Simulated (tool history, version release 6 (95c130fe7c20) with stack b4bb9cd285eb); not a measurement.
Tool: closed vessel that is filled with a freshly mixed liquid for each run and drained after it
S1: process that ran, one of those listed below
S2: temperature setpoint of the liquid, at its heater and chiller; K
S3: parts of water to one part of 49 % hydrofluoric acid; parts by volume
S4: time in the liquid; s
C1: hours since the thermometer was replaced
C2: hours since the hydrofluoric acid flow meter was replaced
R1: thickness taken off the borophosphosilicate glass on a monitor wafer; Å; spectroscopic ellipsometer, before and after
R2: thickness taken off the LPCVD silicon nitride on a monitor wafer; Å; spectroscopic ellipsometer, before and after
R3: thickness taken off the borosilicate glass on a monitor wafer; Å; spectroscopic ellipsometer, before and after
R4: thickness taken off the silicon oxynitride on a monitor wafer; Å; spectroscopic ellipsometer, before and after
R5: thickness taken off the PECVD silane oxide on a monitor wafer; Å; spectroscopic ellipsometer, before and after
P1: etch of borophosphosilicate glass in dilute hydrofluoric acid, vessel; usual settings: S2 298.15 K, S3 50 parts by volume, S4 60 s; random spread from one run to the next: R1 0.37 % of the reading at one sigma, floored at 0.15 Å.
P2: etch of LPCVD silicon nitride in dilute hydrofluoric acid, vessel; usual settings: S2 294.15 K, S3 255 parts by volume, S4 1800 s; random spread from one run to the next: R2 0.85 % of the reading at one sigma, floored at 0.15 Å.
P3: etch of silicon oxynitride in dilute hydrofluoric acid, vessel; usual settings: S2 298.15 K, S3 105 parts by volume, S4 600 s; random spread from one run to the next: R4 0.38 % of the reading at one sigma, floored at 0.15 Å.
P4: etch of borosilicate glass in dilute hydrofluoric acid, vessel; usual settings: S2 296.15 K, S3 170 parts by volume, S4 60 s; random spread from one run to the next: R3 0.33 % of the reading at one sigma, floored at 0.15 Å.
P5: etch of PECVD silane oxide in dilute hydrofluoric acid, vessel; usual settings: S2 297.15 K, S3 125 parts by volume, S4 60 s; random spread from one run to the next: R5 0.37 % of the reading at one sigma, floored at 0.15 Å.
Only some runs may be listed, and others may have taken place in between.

run   hour  S1      S2   S3    S4     C1     C2       R1      R2       R3       R4       R5
  1    6.4  P1  298.15   50    60  202.3  485.1   550.08
  2   10.3  P1  298.15   50    60  206.2  489.0   548.87
  3   14.9  P2  294.15  255  1800  210.8  493.6           32.380
  4   19.5  P4  296.15  170    60  215.4  498.2                   113.350
  5   23.0  P4  296.15   55    60  218.9  501.7                   404.400
  6   29.7  P4  296.15  170    30  225.6  508.4                    56.938
  7   37.1  P2  294.15  465  1800  233.0  515.8           18.064
  8   44.4  P1  292.65   50    60  240.3  523.1   435.26
  9   48.1  P2  294.15  255  3565  244.0  526.8           65.042
 10   52.1  P3  298.15  150   600  248.0  530.8                             59.886
 11   56.5  P5  302.65  125    60  252.4  535.2                                     107.300
 12   60.5  P1  298.15   50    35  256.4  539.2   323.64
 13   67.9  P5  297.15  125    60  263.8  546.6                                      86.579
 14   73.2  P4  303.15  170    60  269.1  551.9                   146.970
 15   80.1  P1  298.15   50    60  276.0  558.8   548.44
 16   85.9  P1  298.15   85    60  281.8  564.6   310.56
 17   89.3  P2  301.65  255  1800  285.2  568.0           50.922
 18   95.8  P2  294.15  255  1800  291.7  574.5           33.086
 19   99.4  P5  297.15  125    30  295.3  578.1                                      43.207
 20  106.0  P4  296.15  170    60  301.9  584.7                   113.450
 21  111.9  P1  298.15   50    60  307.8  590.6   551.46
 22  115.5  P1  298.15   50    60  311.4  594.2   551.90
 23  122.2  P1  304.65   70    60  318.1  600.9   494.81
 24  127.9  P5  297.15  125    60  323.8  606.6                                      86.636
 25  133.4  P1  298.15   20    60  329.3  612.1  1435.20
 26  139.7  P3  298.15  105   240  335.6  618.4                             35.577
 27  146.9  P5  297.15   25    60  342.8  625.6                                     488.220
 28  151.4  P3  298.15  105   600  347.3  630.1                             88.741
 29  158.4  P1  305.15   50    60  354.3  637.1   728.18
 30  165.9  P3  306.65  105   600  361.8  644.6                            130.370
 31  169.5  P1  298.15   50   110  365.4  648.2  1009.80
 32  174.0  P1  298.15   50    60  369.9  652.7   551.82
 33  177.7  P3  298.15  105   600  373.6  656.4                             88.623
 34  181.9  P1  298.15   50    60  377.8  660.6   553.26
 35  189.0  P1  298.15   50    60  384.9  667.7   529.56
 36  193.5  P1  298.15   50    60  389.4  672.2   527.25
 37  197.6  P1  298.15   50    60  393.5  676.3   516.03
 38  201.9  P1  298.15   50    60  397.8  680.6   516.51
 39  205.9  P1  298.15   50    60  401.8  684.6   511.27
 40  212.0  P1  298.15   50    60  407.9  690.7   509.13
 41  218.8  P1  298.15   50    60  414.7  697.5   509.69
 42  225.7  P1  298.15   50    60  421.6  704.4   507.57

What P1 gives has crept away from where it was. These 2 causes fit the log equally well, each at the size given:
A: hydrofluoric acid flow below the setpoint (%) = 7.18
B: liquid colder than its thermometer reads (K) = 1.94
The creep began at about hour 181.9.

Which of the 4 check runs listed below, each an average over 5 wafers with its results shown as question marks, gives clearly different results under the different listed causes?
check 1  232.6  P5  302.15   40    60                           ?
check 2  232.6  P3  303.65  105   600                       ?
check 3  232.6  P2  300.65  345  1800               ?
check 4  232.6  P4  300.15   55    60                   ?

Outcome of each check run for each possible cause:
  check  result     if A     if B
check 1      R5  340.280  340.650
check 2      R4  104.810  104.370
check 3      R2   33.290   32.046
check 4      R3  438.010  438.970
Per-check spread between the two closest causes, in the result where they differ most: check 1 0.11 %; check 2 0.42 %; check 3 3.81 %; check 4 0.22 %
Only check 3 tells the causes apart: in the others they would give nearly the same result.

After running check 3, the following was obtained: R2 32.155 Å. Which cause does this point to?

It was cause B: liquid colder than its thermometer reads (K).

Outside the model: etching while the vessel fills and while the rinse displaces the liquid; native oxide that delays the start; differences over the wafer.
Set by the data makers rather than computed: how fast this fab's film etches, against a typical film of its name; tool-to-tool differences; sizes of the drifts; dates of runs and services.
